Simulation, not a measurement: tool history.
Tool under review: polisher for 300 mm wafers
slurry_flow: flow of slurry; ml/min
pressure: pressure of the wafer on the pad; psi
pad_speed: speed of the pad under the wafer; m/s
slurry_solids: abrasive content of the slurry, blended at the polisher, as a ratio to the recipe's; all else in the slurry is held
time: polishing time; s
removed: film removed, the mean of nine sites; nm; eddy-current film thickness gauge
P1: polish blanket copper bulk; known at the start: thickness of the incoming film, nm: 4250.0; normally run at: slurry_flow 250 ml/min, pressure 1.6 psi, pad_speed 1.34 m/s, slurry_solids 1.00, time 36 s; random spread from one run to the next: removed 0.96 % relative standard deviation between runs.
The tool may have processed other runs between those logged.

run 1 hour=6.7 | slurry_flow=250 pressure=1.6 pad_speed=1.34 slurry_solids=1.00 time=36 | removed=246.16
run 2 hour=18.2 | slurry_flow=250 pressure=1.6 pad_speed=1.94 slurry_solids=1.00 time=36 | removed=356.82
run 3 hour=29.0 | slurry_flow=155 pressure=1.6 pad_speed=1.34 slurry_solids=1.00 time=19 | removed=119.73
run 4 hour=36.7 | slurry_flow=250 pressure=1.6 pad_speed=1.34 slurry_solids=1.00 time=36 | removed=241.22
run 5 hour=44.4 | slurry_flow=250 pressure=0.9 pad_speed=1.34 slurry_solids=1.00 time=36 | removed=138.60
run 6 hour=51.4 | slurry_flow=150 pressure=1.6 pad_speed=1.34 slurry_solids=1.00 time=36 | removed=228.90
-- hour=58.8 head pressure recalibrated
run 7 hour=62.1 | slurry_flow=250 pressure=2.6 pad_speed=1.34 slurry_solids=1.00 time=36 | removed=399.56
run 8 hour=76.3 | slurry_flow=250 pressure=1.6 pad_speed=1.34 slurry_solids=0.80 time=36 | removed=233.70
run 9 hour=86.6 | slurry_flow=250 pressure=1.6 pad_speed=1.34 slurry_solids=1.00 time=21 | removed=143.46
run 10 hour=94.5 | slurry_flow=325 pressure=1.6 pad_speed=1.34 slurry_solids=1.00 time=36 | removed=251.46
run 11 hour=102.6 | slurry_flow=250 pressure=1.6 pad_speed=1.34 slurry_solids=1.00 time=36 | removed=247.07
run 12 hour=109.0 | slurry_flow=250 pressure=1.6 pad_speed=1.34 slurry_solids=1.45 time=36 | removed=262.73
run 13 hour=121.4 | slurry_flow=250 pressure=1.6 pad_speed=0.64 slurry_solids=1.00 time=36 | removed=118.37
run 14 hour=134.2 | slurry_flow=250 pressure=1.6 pad_speed=1.34 slurry_solids=1.00 time=36 | removed=245.19
run 15 hour=142.5 | slurry_flow=250 pressure=1.6 pad_speed=1.34 slurry_solids=1.00 time=57 | removed=389.20
run 16 hour=152.6 | slurry_flow=250 pressure=1.6 pad_speed=1.34 slurry_solids=1.00 time=36 | removed=245.09
run 17 hour=166.0 | slurry_flow=250 pressure=1.6 pad_speed=1.34 slurry_solids=1.00 time=36 | removed=245.33
run 18 hour=174.9 | slurry_flow=250 pressure=1.6 pad_speed=1.34 slurry_solids=1.00 time=36 | removed=246.07
run 19 hour=183.1 | slurry_flow=250 pressure=1.6 pad_speed=1.34 slurry_solids=1.00 time=36 | removed=240.91
run 20 hour=193.1 | slurry_flow=250 pressure=1.6 pad_speed=1.34 slurry_solids=1.00 time=36 | removed=232.81
run 21 hour=204.0 | slurry_flow=250 pressure=1.6 pad_speed=1.34 slurry_solids=1.00 time=36 | removed=233.50
-- hour=208.6 head pressure recalibrated
run 22 hour=217.7 | slurry_flow=250 pressure=1.6 pad_speed=1.34 slurry_solids=1.00 time=36 | removed=231.65
-- hour=220.7 slurry blender recalibrated
run 23 hour=224.8 | slurry_flow=250 pressure=1.6 pad_speed=1.34 slurry_solids=1.00 time=36 | removed=230.70
run 24 hour=231.4 | slurry_flow=250 pressure=1.6 pad_speed=1.34 slurry_solids=1.00 time=36 | removed=229.07
run 25 hour=245.5 | slurry_flow=250 pressure=1.6 pad_speed=1.34 slurry_solids=1.00 time=36 | removed=229.82

P1 no longer gives what it gave before; its output has crept away from where it was. The following 2 causes, each at its listed size, fit the log equally well:
A: removal rate lost through wear of the pad, % = 6.62
B: slurry flow missing at the pad, % = 39.6
The drift started at roughly hour 174.9.
Ruled out, with reasons:
head's pressure below its setpoint, %: was serviced at hour 208.6, once the creep was under way, yet the earlier output never came back
abrasive missing from the slurry, %: was serviced at hour 220.7, once the creep was under way, yet the earlier output never came back

Below are 4 check runs, each averaged over 5 wafers, with their results shown as question marks. Which of them would give clearly different results depending on which cause is behind the drift?
run check 1 hour=259.6 | slurry_flow=250 pressure=1.6 pad_speed=0.96 slurry_solids=1.00 time=46 | removed=?
run check 2 hour=259.6 | slurry_flow=250 pressure=2.2 pad_speed=1.34 slurry_solids=1.00 time=36 | removed=?
run check 3 hour=259.6 | slurry_flow=250 pressure=2.5 pad_speed=1.34 slurry_solids=1.00 time=53 | removed=?
run check 4 hour=259.6 | slurry_flow=155 pressure=1.6 pad_speed=1.34 slurry_solids=1.00 time=24 | removed=?

What every check run would give for each of its results, assuming each possible cause in turn:
check=check_1 result=removed if_A=210.29 if_B=210.31
check=check_2 result=removed if_A=315.87 if_B=315.89
check=check_3 result=removed if_A=528.44 if_B=528.47
check=check_4 result=removed if_A=143.65 if_B=138.32
Per-check spread between the two closest causes, in the result where they differ most: check 1 0.01 %; check 2 0.01 %; check 3 0.01 %; check 4 3.78 %
Check 4 tells the causes apart: in the others they would give nearly the same result.

Check 4 was carried out, with these results: removed 138.91 nm. Which of the listed causes is responsible?

The cause is B: slurry flow missing at the pad, %.
